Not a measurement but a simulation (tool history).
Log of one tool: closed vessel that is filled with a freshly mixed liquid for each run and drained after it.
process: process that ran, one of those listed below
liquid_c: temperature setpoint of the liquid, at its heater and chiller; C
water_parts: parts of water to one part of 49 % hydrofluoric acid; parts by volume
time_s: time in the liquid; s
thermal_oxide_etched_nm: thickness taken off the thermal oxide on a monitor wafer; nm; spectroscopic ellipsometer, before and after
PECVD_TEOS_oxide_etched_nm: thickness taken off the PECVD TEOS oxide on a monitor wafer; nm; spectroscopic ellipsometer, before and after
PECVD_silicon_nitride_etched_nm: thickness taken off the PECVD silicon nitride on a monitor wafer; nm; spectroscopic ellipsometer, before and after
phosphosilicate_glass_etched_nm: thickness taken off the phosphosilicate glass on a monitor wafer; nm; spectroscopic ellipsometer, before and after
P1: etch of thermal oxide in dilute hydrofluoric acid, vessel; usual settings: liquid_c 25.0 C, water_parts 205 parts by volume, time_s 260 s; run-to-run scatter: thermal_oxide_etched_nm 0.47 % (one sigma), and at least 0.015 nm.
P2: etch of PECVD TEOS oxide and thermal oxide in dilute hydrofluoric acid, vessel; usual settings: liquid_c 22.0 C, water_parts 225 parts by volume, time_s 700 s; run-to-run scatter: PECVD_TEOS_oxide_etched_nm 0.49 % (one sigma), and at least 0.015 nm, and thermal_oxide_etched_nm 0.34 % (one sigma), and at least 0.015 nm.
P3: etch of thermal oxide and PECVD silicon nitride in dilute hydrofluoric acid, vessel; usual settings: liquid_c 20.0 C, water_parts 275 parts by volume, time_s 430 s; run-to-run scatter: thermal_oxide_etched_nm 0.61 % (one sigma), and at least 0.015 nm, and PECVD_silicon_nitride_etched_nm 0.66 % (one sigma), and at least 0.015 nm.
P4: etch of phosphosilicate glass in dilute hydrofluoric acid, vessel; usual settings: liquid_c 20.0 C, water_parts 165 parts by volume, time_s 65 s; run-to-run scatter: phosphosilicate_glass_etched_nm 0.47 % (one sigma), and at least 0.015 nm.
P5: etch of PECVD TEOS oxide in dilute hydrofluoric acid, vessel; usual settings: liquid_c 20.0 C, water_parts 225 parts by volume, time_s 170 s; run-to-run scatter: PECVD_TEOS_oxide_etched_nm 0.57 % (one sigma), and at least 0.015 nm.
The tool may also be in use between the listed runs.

| run | day | process | liquid_c | water_parts | time_s | hours since the thermometer was replaced | hours since the hydrofluoric acid flow meter was replaced | thermal_oxide_etched_nm | PECVD_TEOS_oxide_etched_nm | PECVD_silicon_nitride_etched_nm | phosphosilicate_glass_etched_nm |
|---|---|---|---|---|---|---|---|---|---|---|---|
| 1 | 0.412 | P1 | 25.0 | 205 | 260 | 309.8 | 1323.6 | 5.49670 |  |  |  |
| 2 | 0.767 | P1 | 25.0 | 205 | 260 | 318.3 | 1332.1 | 5.55970 |  |  |  |
| 3 | 1.367 | P5 | 20.0 | 225 | 170 | 332.7 | 1346.5 |  | 5.1163 |  |  |
| 4 | 2.004 | P3 | 26.0 | 275 | 430 | 348.0 | 1361.8 | 6.55330 |  | 5.94080 |  |
| 5 | 2.712 | P1 | 30.5 | 205 | 260 | 365.0 | 1378.8 | 6.72070 |  |  |  |
| 6 | 3.379 | P5 | 20.0 | 225 | 90 | 381.0 | 1394.8 |  | 2.7009 |  |  |
| 7 | 4.025 | P4 | 20.0 | 165 | 65 | 396.5 | 1410.3 |  |  |  | 40.689 |
| 8 | 4.712 | P2 | 17.0 | 225 | 700 | 413.0 | 1426.8 | 9.79010 | 18.3260 |  |  |
| 9 | 5.196 | P1 | 25.0 | 205 | 260 | 424.6 | 1438.4 | 5.55220 |  |  |  |
| 10 | 5.867 | P1 | 25.0 | 205 | 260 | 440.7 | 1454.5 | 5.53640 |  |  |  |
| 11 | 6.571 | P1 | 25.0 | 100 | 490 | 457.6 | 1471.4 | 23.99100 |  |  |  |
| 12 | 6.983 | P2 | 22.0 | 365 | 700 | 467.5 | 1481.3 | 6.40160 | 11.8680 |  |  |
| 13 | 7.429 | P1 | 25.0 | 75 | 260 | 478.2 | 1492.0 | 17.71200 |  |  |  |
| 14 | 8.038 | P3 | 20.0 | 140 | 430 | 492.8 | 1506.6 | 11.90600 |  | 7.90970 |  |
| 15 | 8.662 | P5 | 20.0 | 310 | 170 | 507.8 | 1521.6 |  | 3.4375 |  |  |
| 16 | 9.221 | P5 | 20.0 | 225 | 170 | 521.2 | 1535.0 |  | 5.1340 |  |  |
| 17 | 10.017 | P1 | 20.5 | 205 | 260 | 540.3 | 1554.1 | 4.64210 |  |  |  |
| 18 | 10.833 | P3 | 20.0 | 275 | 430 | 559.9 | 1573.7 | 5.28720 |  | 4.11340 |  |
| 19 | 11.479 | P1 | 25.0 | 205 | 260 | 575.4 | 1589.2 | 5.53600 |  |  |  |
| 20 | 12.212 | P1 | 20.0 | 95 | 260 | 593.0 | 1606.8 | 11.08500 |  |  |  |
| 21 | 12.742 | P1 | 29.5 | 205 | 30 | 605.7 | 1619.5 | 0.74189 |  |  |  |
| 22 | 13.554 | P2 | 22.0 | 225 | 150 | 625.2 | 1639.0 | 2.55400 | 4.7454 |  |  |
| 23 | 14.321 | P1 | 25.0 | 205 | 90 | 643.6 | 1657.4 | 1.90040 |  |  |  |
| 24 | 15.083 | P1 | 25.0 | 205 | 455 | 661.9 | 1675.7 | 9.59800 |  |  |  |
|  | 15.688 | thermometer replaced |
| 25 | 15.846 | P2 | 22.0 | 225 | 700 | 3.9 | 1694.0 | 11.77900 | 22.1640 |  |  |
| 26 | 16.283 | P1 | 25.0 | 335 | 260 | 14.4 | 1704.5 | 2.97830 |  |  |  |
| 27 | 16.783 | P4 | 27.5 | 165 | 65 | 26.4 | 1716.5 |  |  |  | 54.312 |
| 28 | 17.308 | P3 | 20.0 | 275 | 35 | 39.0 | 1729.1 | 0.40718 |  | 0.36487 |  |
| 29 | 18.062 | P4 | 20.0 | 165 | 115 | 57.1 | 1747.2 |  |  |  | 71.994 |
| 30 | 18.608 | P4 | 20.0 | 165 | 65 | 70.2 | 1760.3 |  |  |  | 40.887 |
| 31 | 19.283 | P1 | 25.0 | 205 | 260 | 86.4 | 1776.5 | 5.58450 |  |  |  |
| 32 | 19.800 | P5 | 27.0 | 225 | 170 | 98.8 | 1788.9 |  | 6.7315 |  |  |
| 33 | 20.396 | P4 | 20.0 | 285 | 65 | 113.1 | 1803.2 |  |  |  | 20.919 |
| 34 | 21.162 | P1 | 25.0 | 205 | 260 | 131.5 | 1821.6 | 5.52440 |  |  |  |
| 35 | 21.962 | P1 | 25.0 | 205 | 260 | 150.7 | 1840.8 | 5.33150 |  |  |  |
| 36 | 22.588 | P1 | 25.0 | 205 | 260 | 165.7 | 1855.8 | 5.23970 |  |  |  |
| 37 | 23.025 | P1 | 25.0 | 205 | 260 | 176.2 | 1866.3 | 5.20750 |  |  |  |
| 38 | 23.458 | P1 | 25.0 | 205 | 260 | 186.6 | 1876.7 | 5.19160 |  |  |  |
| 39 | 24.158 | P1 | 25.0 | 205 | 260 | 203.4 | 1893.5 | 5.08780 |  |  |  |
| 40 | 24.729 | P1 | 25.0 | 205 | 260 | 217.1 | 1907.2 | 5.16300 |  |  |  |
| 41 | 25.375 | P1 | 25.0 | 205 | 260 | 232.6 | 1922.7 | 5.15960 |  |  |  |
| 42 | 25.983 | P1 | 25.0 | 205 | 260 | 247.2 | 1937.3 | 5.08850 |  |  |  |

What P1 gives has crept away from where it was. These 2 causes fit the log equally well, each at the size given:
A: liquid colder than its thermometer reads (K) = 2.03
B: hydrofluoric acid flow below the setpoint (%) = 5.89
The creep began at about day 21.162.

4 check runs are offered, each on 5 wafers whose results are averaged, their results left as question marks. Which one tells the causes apart?
| check 1 | 26.592 | P5 | 20.0 | 290 | 170 |  |  |  | ? |  |  |
| check 2 | 26.592 | P3 | 20.0 | 275 | 105 |  |  | ? |  | ? |  |
| check 3 | 26.592 | P4 | 20.0 | 285 | 115 |  |  |  |  |  | ? |
| check 4 | 26.592 | P2 | 17.5 | 350 | 700 |  |  | ? | ? |  |  |

What each check would give under each cause:
| check | result | if A | if B |
|---|---|---|---|
| check 1 | PECVD_TEOS_oxide_etched_nm | 3.4840 | 3.4789 |
| check 2 | thermal_oxide_etched_nm | 1.19440 | 1.19420 |
| check 2 | PECVD_silicon_nitride_etched_nm | 0.87567 | 0.94156 |
| check 3 | phosphosilicate_glass_etched_nm | 34.344 | 34.307 |
| check 4 | thermal_oxide_etched_nm | 5.32710 | 5.31210 |
| check 4 | PECVD_TEOS_oxide_etched_nm | 9.9913 | 9.9630 |
How far apart the two closest causes lie, in the result that separates them most: check 1 0.15 %; check 2 7.25 %; check 3 0.11 %; check 4 0.28 %
Only check 2 tells the causes apart: in the others they would give nearly the same result.

Check 2 was then run and gave: thermal_oxide_etched_nm 1.20500 nm; PECVD_silicon_nitride_etched_nm 0.94333 nm. Which cause is it?

It is B: hydrofluoric acid flow below the setpoint (%).
